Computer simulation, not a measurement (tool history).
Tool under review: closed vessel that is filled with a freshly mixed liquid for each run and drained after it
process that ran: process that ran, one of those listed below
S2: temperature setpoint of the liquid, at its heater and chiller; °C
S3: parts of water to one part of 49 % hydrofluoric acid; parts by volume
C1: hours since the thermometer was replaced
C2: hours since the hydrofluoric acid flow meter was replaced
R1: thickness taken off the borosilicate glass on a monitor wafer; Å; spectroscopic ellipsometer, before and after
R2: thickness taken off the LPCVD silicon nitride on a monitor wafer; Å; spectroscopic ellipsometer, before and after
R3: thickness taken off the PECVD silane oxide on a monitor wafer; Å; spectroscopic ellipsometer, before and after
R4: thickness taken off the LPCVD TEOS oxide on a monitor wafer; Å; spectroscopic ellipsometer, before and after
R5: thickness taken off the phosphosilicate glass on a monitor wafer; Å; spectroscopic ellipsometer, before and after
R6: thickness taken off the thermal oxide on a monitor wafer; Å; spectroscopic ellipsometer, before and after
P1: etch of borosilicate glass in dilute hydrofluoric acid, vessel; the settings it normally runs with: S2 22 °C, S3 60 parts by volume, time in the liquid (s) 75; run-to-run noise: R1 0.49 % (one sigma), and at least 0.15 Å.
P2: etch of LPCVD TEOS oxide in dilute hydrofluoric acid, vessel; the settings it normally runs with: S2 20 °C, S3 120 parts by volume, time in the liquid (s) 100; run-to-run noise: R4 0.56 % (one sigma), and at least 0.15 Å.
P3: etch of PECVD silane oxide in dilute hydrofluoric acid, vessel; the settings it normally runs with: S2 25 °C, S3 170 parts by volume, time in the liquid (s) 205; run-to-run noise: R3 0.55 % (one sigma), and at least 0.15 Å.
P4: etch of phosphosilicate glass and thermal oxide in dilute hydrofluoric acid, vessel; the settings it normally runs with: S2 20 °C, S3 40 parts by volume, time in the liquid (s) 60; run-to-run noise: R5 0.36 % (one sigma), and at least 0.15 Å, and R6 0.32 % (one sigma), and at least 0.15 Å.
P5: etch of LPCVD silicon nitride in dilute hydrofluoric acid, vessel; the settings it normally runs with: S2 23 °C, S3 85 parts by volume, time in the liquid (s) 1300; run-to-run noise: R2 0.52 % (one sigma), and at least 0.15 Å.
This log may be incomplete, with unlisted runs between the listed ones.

run 1 hour=3.2 | process_that_ran=P1 S2=22 S3=60 time_in_the_liquid_(s)=75 | C1=742.4 C2=668 | R1=208.83
run 2 hour=7.3 | process_that_ran=P5 S2=23 S3=85 time_in_the_liquid_(s)=2230 | C1=746.5 C2=672.1 | R2=131.93
run 3 hour=13.2 | process_that_ran=P5 S2=28 S3=85 time_in_the_liquid_(s)=1300 | C1=752.4 C2=678 | R2=108.11
run 4 hour=18.3 | process_that_ran=P3 S2=25 S3=170 time_in_the_liquid_(s)=205 | C1=757.5 C2=683.1 | R3=305.53
run 5 hour=23.2 | process_that_ran=P5 S2=23 S3=35 time_in_the_liquid_(s)=1300 | C1=762.4 C2=688 | R2=182.11
run 6 hour=27.7 | process_that_ran=P1 S2=30 S3=60 time_in_the_liquid_(s)=75 | C1=766.9 C2=692.5 | R1=287.46
run 7 hour=33.5 | process_that_ran=P1 S2=22 S3=60 time_in_the_liquid_(s)=135 | C1=772.7 C2=698.3 | R1=374.1
run 8 hour=39.5 | process_that_ran=P1 S2=22 S3=60 time_in_the_liquid_(s)=30 | C1=778.7 C2=704.3 | R1=82.719
-- hour=43.3 thermometer replaced
run 9 hour=45 | process_that_ran=P2 S2=20 S3=120 time_in_the_liquid_(s)=100 | C1=1.7 C2=709.8 | R4=120.51
run 10 hour=49.3 | process_that_ran=P1 S2=26 S3=60 time_in_the_liquid_(s)=110 | C1=6 C2=714.1 | R1=360.15
run 11 hour=52.4 | process_that_ran=P3 S2=25 S3=265 time_in_the_liquid_(s)=205 | C1=9.1 C2=717.2 | R3=179.19
run 12 hour=58.2 | process_that_ran=P3 S2=20 S3=170 time_in_the_liquid_(s)=205 | C1=14.9 C2=723 | R3=256.71
run 13 hour=64.2 | process_that_ran=P3 S2=25 S3=170 time_in_the_liquid_(s)=205 | C1=20.9 C2=729 | R3=307.25
run 14 hour=69.6 | process_that_ran=P4 S2=20 S3=40 time_in_the_liquid_(s)=60 | C1=26.3 C2=734.4 | R5=1168.5 R6=62.648
run 15 hour=73.2 | process_that_ran=P1 S2=22 S3=60 time_in_the_liquid_(s)=75 | C1=29.9 C2=738 | R1=209.72
run 16 hour=77.9 | process_that_ran=P1 S2=22 S3=60 time_in_the_liquid_(s)=75 | C1=34.6 C2=742.7 | R1=208.51
run 17 hour=80.8 | process_that_ran=P4 S2=20 S3=25 time_in_the_liquid_(s)=60 | C1=37.5 C2=745.6 | R5=1913.5 R6=103.36
run 18 hour=84.1 | process_that_ran=P4 S2=20 S3=40 time_in_the_liquid_(s)=60 | C1=40.8 C2=748.9 | R5=1163.2 R6=63.248
run 19 hour=89 | process_that_ran=P4 S2=20 S3=40 time_in_the_liquid_(s)=30 | C1=45.7 C2=753.8 | R5=587.04 R6=31.174
run 20 hour=92.3 | process_that_ran=P3 S2=25 S3=170 time_in_the_liquid_(s)=50 | C1=49 C2=757.1 | R3=75.642
run 21 hour=95.3 | process_that_ran=P4 S2=17 S3=40 time_in_the_liquid_(s)=60 | C1=52 C2=760.1 | R5=1027.6 R6=55.552
run 22 hour=99.1 | process_that_ran=P2 S2=17 S3=120 time_in_the_liquid_(s)=100 | C1=55.8 C2=763.9 | R4=106.04
run 23 hour=103.9 | process_that_ran=P1 S2=22 S3=60 time_in_the_liquid_(s)=75 | C1=60.6 C2=768.7 | R1=206.77
run 24 hour=109.4 | process_that_ran=P1 S2=22 S3=60 time_in_the_liquid_(s)=75 | C1=66.1 C2=774.2 | R1=208.07
run 25 hour=114.7 | process_that_ran=P1 S2=25.5 S3=60 time_in_the_liquid_(s)=110 | C1=71.4 C2=779.5 | R1=352.05
run 26 hour=120.1 | process_that_ran=P1 S2=22 S3=25 time_in_the_liquid_(s)=75 | C1=76.8 C2=784.9 | R1=520.85
run 27 hour=123.2 | process_that_ran=P5 S2=23 S3=85 time_in_the_liquid_(s)=1300 | C1=79.9 C2=788 | R2=77.553
run 28 hour=128 | process_that_ran=P1 S2=17 S3=60 time_in_the_liquid_(s)=75 | C1=84.7 C2=792.8 | R1=168.37
run 29 hour=132.4 | process_that_ran=P1 S2=22 S3=95 time_in_the_liquid_(s)=75 | C1=89.1 C2=797.2 | R1=126.24
run 30 hour=135.8 | process_that_ran=P2 S2=20 S3=120 time_in_the_liquid_(s)=100 | C1=92.5 C2=800.6 | R4=121.21
run 31 hour=139.3 | process_that_ran=P2 S2=20 S3=120 time_in_the_liquid_(s)=40 | C1=96 C2=804.1 | R4=48.442
run 32 hour=145.3 | process_that_ran=P2 S2=20 S3=35 time_in_the_liquid_(s)=100 | C1=102 C2=810.1 | R4=450.61
run 33 hour=148.4 | process_that_ran=P1 S2=22 S3=60 time_in_the_liquid_(s)=75 | C1=105.1 C2=813.2 | R1=208.57
run 34 hour=154.2 | process_that_ran=P1 S2=22 S3=60 time_in_the_liquid_(s)=75 | C1=110.9 C2=819 | R1=208.35
run 35 hour=159.8 | process_that_ran=P1 S2=22 S3=60 time_in_the_liquid_(s)=75 | C1=116.5 C2=824.6 | R1=215.84
run 36 hour=163.9 | process_that_ran=P1 S2=22 S3=60 time_in_the_liquid_(s)=75 | C1=120.6 C2=828.7 | R1=219.6
run 37 hour=167.3 | process_that_ran=P1 S2=22 S3=60 time_in_the_liquid_(s)=75 | C1=124 C2=832.1 | R1=221.22
run 38 hour=173.3 | process_that_ran=P1 S2=22 S3=60 time_in_the_liquid_(s)=75 | C1=130 C2=838.1 | R1=220.74
run 39 hour=179.2 | process_that_ran=P1 S2=22 S3=60 time_in_the_liquid_(s)=75 | C1=135.9 C2=844 | R1=221.43
run 40 hour=184.7 | process_that_ran=P1 S2=22 S3=60 time_in_the_liquid_(s)=75 | C1=141.4 C2=849.5 | R1=221.74

What P1 gives has crept off from where it sat before. The 2 causes that follow fit the log equally well, each at the size noted:
A: hydrofluoric acid flow above the setpoint (%) = 6.36
B: liquid hotter than its thermometer reads (K) = 1.61
The onset of the drift is placed at about hour 154.2.

Consider the 4 single-wafer check runs listed below, results given as question marks: which one distinguishes between the causes by giving clearly different results for each?
run check 1 hour=190.2 | process_that_ran=P3 S2=25 S3=170 time_in_the_liquid_(s)=205 | R3=?
run check 2 hour=190.2 | process_that_ran=P5 S2=23 S3=85 time_in_the_liquid_(s)=1300 | R2=?
run check 3 hour=190.2 | process_that_ran=P4 S2=20 S3=40 time_in_the_liquid_(s)=60 | R5=? R6=?
run check 4 hour=190.2 | process_that_ran=P2 S2=20 S3=120 time_in_the_liquid_(s)=100 | R4=?

If the cause were each of the candidates in turn, the checks would give the following:
check=check_1 result=R3 if_A=332.62 if_B=328.07
check=check_2 result=R2 if_A=82.198 if_B=86.102
check=check_3 result=R5 if_A=1248.9 if_B=1253.8
check=check_3 result=R6 if_A=67.187 if_B=67.453
check=check_4 result=R4 if_A=128.47 if_B=127.86
Distance between the nearest two causes, measured in the result of the check that separates them most: check 1 1.38 %; check 2 4.64 %; check 3 0.39 %; check 4 0.47 %
The other checks would show nearly matching results whichever cause is true, so check 2 is the only one that separates the causes.

Check 2 was then run and gave: R2 81.833 Å. Which cause is it?

It was cause A: hydrofluoric acid flow above the setpoint (%).

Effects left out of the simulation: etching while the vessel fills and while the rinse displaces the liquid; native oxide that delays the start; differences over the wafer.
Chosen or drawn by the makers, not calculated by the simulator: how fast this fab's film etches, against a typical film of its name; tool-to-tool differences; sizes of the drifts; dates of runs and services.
